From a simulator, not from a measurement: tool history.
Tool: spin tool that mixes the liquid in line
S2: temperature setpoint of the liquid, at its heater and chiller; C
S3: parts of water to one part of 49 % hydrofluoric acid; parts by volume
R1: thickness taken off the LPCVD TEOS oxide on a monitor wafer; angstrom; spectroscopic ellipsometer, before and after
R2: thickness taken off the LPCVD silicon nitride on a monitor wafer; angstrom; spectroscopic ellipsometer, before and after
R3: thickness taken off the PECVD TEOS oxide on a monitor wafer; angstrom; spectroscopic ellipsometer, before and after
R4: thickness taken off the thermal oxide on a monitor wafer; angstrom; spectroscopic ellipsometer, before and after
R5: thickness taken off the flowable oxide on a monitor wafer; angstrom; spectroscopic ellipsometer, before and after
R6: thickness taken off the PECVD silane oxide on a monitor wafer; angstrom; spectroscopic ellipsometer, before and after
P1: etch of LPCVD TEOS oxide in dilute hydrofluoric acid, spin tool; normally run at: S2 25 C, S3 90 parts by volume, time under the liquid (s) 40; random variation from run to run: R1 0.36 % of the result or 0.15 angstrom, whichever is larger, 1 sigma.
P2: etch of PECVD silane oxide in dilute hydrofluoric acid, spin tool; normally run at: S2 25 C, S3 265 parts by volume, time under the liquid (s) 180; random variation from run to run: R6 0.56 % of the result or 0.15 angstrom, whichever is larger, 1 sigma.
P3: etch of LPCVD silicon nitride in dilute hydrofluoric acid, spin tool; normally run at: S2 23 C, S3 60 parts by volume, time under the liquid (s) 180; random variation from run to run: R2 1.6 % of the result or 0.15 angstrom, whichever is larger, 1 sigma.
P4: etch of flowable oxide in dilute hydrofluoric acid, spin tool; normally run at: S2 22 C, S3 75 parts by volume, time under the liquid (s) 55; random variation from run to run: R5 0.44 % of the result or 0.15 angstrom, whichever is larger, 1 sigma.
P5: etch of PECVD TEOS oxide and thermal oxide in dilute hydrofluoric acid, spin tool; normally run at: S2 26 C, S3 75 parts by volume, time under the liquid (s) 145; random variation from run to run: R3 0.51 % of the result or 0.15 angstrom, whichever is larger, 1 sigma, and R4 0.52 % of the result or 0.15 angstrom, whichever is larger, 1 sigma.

Run 1, hour 6.2: process that ran P1, S2 25 C, S3 90 parts by volume, time under the liquid (s) 40. Result: R1 115.33 angstrom.
Run 2, hour 12.2: process that ran P1, S2 25 C, S3 90 parts by volume, time under the liquid (s) 40. Result: R1 116.04 angstrom.
Run 3, hour 17.7: process that ran P3, S2 23 C, S3 60 parts by volume, time under the liquid (s) 180. Result: R2 16.503 angstrom.
Run 4, hour 26: process that ran P5, S2 20 C, S3 75 parts by volume, time under the liquid (s) 145. Result: R3 262.99 angstrom, R4 80.349 angstrom.
Run 5, hour 34.8: process that ran P4, S2 22 C, S3 75 parts by volume, time under the liquid (s) 105. Result: R5 474.39 angstrom.
Run 6, hour 43.6: process that ran P1, S2 25 C, S3 90 parts by volume, time under the liquid (s) 15. Result: R1 43.263 angstrom.
Run 7, hour 48.5: process that ran P4, S2 29 C, S3 75 parts by volume, time under the liquid (s) 55. Result: R5 328.59 angstrom.
Run 8, hour 57.4: process that ran P1, S2 19.5 C, S3 90 parts by volume, time under the liquid (s) 40. Result: R1 92.542 angstrom.
Run 9, hour 64: process that ran P3, S2 23 C, S3 60 parts by volume, time under the liquid (s) 180. Result: R2 15.768 angstrom.
Run 10, hour 72.9: process that ran P1, S2 25 C, S3 90 parts by volume, time under the liquid (s) 40. Result: R1 115.36 angstrom.
Run 11, hour 81: process that ran P5, S2 26 C, S3 140 parts by volume, time under the liquid (s) 145. Result: R3 163.71 angstrom, R4 51.042 angstrom.
Run 12, hour 88.3: process that ran P5, S2 26 C, S3 75 parts by volume, time under the liquid (s) 210. Result: R3 488.36 angstrom, R4 148.2 angstrom.
Run 13, hour 96.7: process that ran P2, S2 25 C, S3 265 parts by volume, time under the liquid (s) 180. Result: R6 132.15 angstrom.
Run 14, hour 103.2: process that ran P3, S2 30.5 C, S3 60 parts by volume, time under the liquid (s) 180. Result: R2 26.69 angstrom.
Run 15, hour 110.9: process that ran P5, S2 26 C, S3 75 parts by volume, time under the liquid (s) 145. Result: R3 333.77 angstrom, R4 102.65 angstrom.
Run 16, hour 118.7: process that ran P1, S2 25 C, S3 45 parts by volume, time under the liquid (s) 65. Result: R1 397.75 angstrom.
Run 17, hour 126.3: process that ran P1, S2 25 C, S3 150 parts by volume, time under the liquid (s) 40. Result: R1 63.801 angstrom.
Run 18, hour 135.2: process that ran P1, S2 25 C, S3 90 parts by volume, time under the liquid (s) 75. Result: R1 216.57 angstrom.
Run 19, hour 139.2: process that ran P4, S2 22 C, S3 75 parts by volume, time under the liquid (s) 55. Result: R5 250.7 angstrom.
Run 20, hour 143.5: process that ran P2, S2 31 C, S3 265 parts by volume, time under the liquid (s) 180. Result: R6 162.82 angstrom.
Run 21, hour 147.9: process that ran P1, S2 33 C, S3 90 parts by volume, time under the liquid (s) 40. Result: R1 157.67 angstrom.
Run 22, hour 152.2: process that ran P1, S2 25 C, S3 45 parts by volume, time under the liquid (s) 40. Result: R1 246.24 angstrom.
Run 23, hour 158: process that ran P4, S2 22 C, S3 35 parts by volume, time under the liquid (s) 55. Result: R5 561.84 angstrom.
At hour 163: thermometer replaced.
Run 24, hour 166.8: process that ran P5, S2 26 C, S3 75 parts by volume, time under the liquid (s) 145. Result: R3 337.6 angstrom, R4 102.75 angstrom.
Run 25, hour 172.4: process that ran P1, S2 20.5 C, S3 140 parts by volume, time under the liquid (s) 40. Result: R1 58.848 angstrom.
Run 26, hour 178: process that ran P1, S2 25 C, S3 90 parts by volume, time under the liquid (s) 40. Result: R1 114.72 angstrom.
Run 27, hour 185.2: process that ran P2, S2 25 C, S3 265 parts by volume, time under the liquid (s) 180. Result: R6 134.29 angstrom.
Run 28, hour 191.1: process that ran P2, S2 25 C, S3 90 parts by volume, time under the liquid (s) 180. Result: R6 479.1 angstrom.
Run 29, hour 199.3: process that ran P1, S2 25 C, S3 90 parts by volume, time under the liquid (s) 40. Result: R1 115.67 angstrom.
Run 30, hour 203.6: process that ran P2, S2 25 C, S3 265 parts by volume, time under the liquid (s) 40. Result: R6 29.738 angstrom.
Run 31, hour 209.6: process that ran P3, S2 23 C, S3 20 parts by volume, time under the liquid (s) 180. Result: R2 45.469 angstrom.
Run 32, hour 216: process that ran P3, S2 23 C, S3 60 parts by volume, time under the liquid (s) 360. Result: R2 33.081 angstrom.
Run 33, hour 222.6: process that ran P1, S2 25 C, S3 90 parts by volume, time under the liquid (s) 40. Result: R1 114.98 angstrom.
Run 34, hour 229.8: process that ran P1, S2 25 C, S3 90 parts by volume, time under the liquid (s) 40. Result: R1 118.4 angstrom.
Run 35, hour 237.8: process that ran P1, S2 25 C, S3 90 parts by volume, time under the liquid (s) 40. Result: R1 119.76 angstrom.
Run 36, hour 244: process that ran P1, S2 25 C, S3 90 parts by volume, time under the liquid (s) 40. Result: R1 121.33 angstrom.
Run 37, hour 248: process that ran P1, S2 25 C, S3 90 parts by volume, time under the liquid (s) 40. Result: R1 121.75 angstrom.
Run 38, hour 253.4: process that ran P1, S2 25 C, S3 90 parts by volume, time under the liquid (s) 40. Result: R1 122.97 angstrom.
Run 39, hour 260.5: process that ran P1, S2 25 C, S3 90 parts by volume, time under the liquid (s) 40. Result: R1 123.53 angstrom.
Run 40, hour 266.3: process that ran P1, S2 25 C, S3 90 parts by volume, time under the liquid (s) 40. Result: R1 123.63 angstrom.
Run 41, hour 273.2: process that ran P1, S2 25 C, S3 90 parts by volume, time under the liquid (s) 40. Result: R1 123.65 angstrom.
Run 42, hour 281.7: process that ran P1, S2 25 C, S3 90 parts by volume, time under the liquid (s) 40. Result: R1 123.7 angstrom.
Run 43, hour 289: process that ran P1, S2 25 C, S3 90 parts by volume, time under the liquid (s) 40. Result: R1 123.7 angstrom.

What P1 gives has crept away from where it was. These 2 causes fit the log equally well, each at the size given:
A: hydrofluoric acid flow above the setpoint (%) = 6.05
B: liquid hotter than its thermometer reads (K) = 1.67
The creep began at about hour 222.6.

4 check runs are offered, each on 5 wafers whose results are averaged, their results left as question marks. Which one tells the causes apart?
Run check 1, hour 296.3: process that ran P3, S2 23 C, S3 25 parts by volume, time under the liquid (s) 280. Result: R2 ?.
Run check 2, hour 296.3: process that ran P4, S2 29 C, S3 75 parts by volume, time under the liquid (s) 105. Result: R5 ?.
Run check 3, hour 296.3: process that ran P5, S2 26 C, S3 135 parts by volume, time under the liquid (s) 145. Result: R3 ?, R4 ?.
Run check 4, hour 296.3: process that ran P2, S2 25 C, S3 100 parts by volume, time under the liquid (s) 180. Result: R6 ?.

What each check would give under each cause:
  check  result    if A    if B
check 1      R2  62.445  66.158
check 2      R5  670.19  669.63
check 3      R3  184.36  183.36
check 3      R4  56.503  56.195
check 4      R6  454.44  454.06
How far apart the two closest causes lie, in the result that separates them most: check 1 5.78 %; check 2 0.08 %; check 3 0.55 %; check 4 0.08 %
Check 1 tells the causes apart: in the others they would give nearly the same result.

Then check 1 was run and gave: R2 66.111 angstrom. Which cause is it?

It is B: liquid hotter than its thermometer reads (K).

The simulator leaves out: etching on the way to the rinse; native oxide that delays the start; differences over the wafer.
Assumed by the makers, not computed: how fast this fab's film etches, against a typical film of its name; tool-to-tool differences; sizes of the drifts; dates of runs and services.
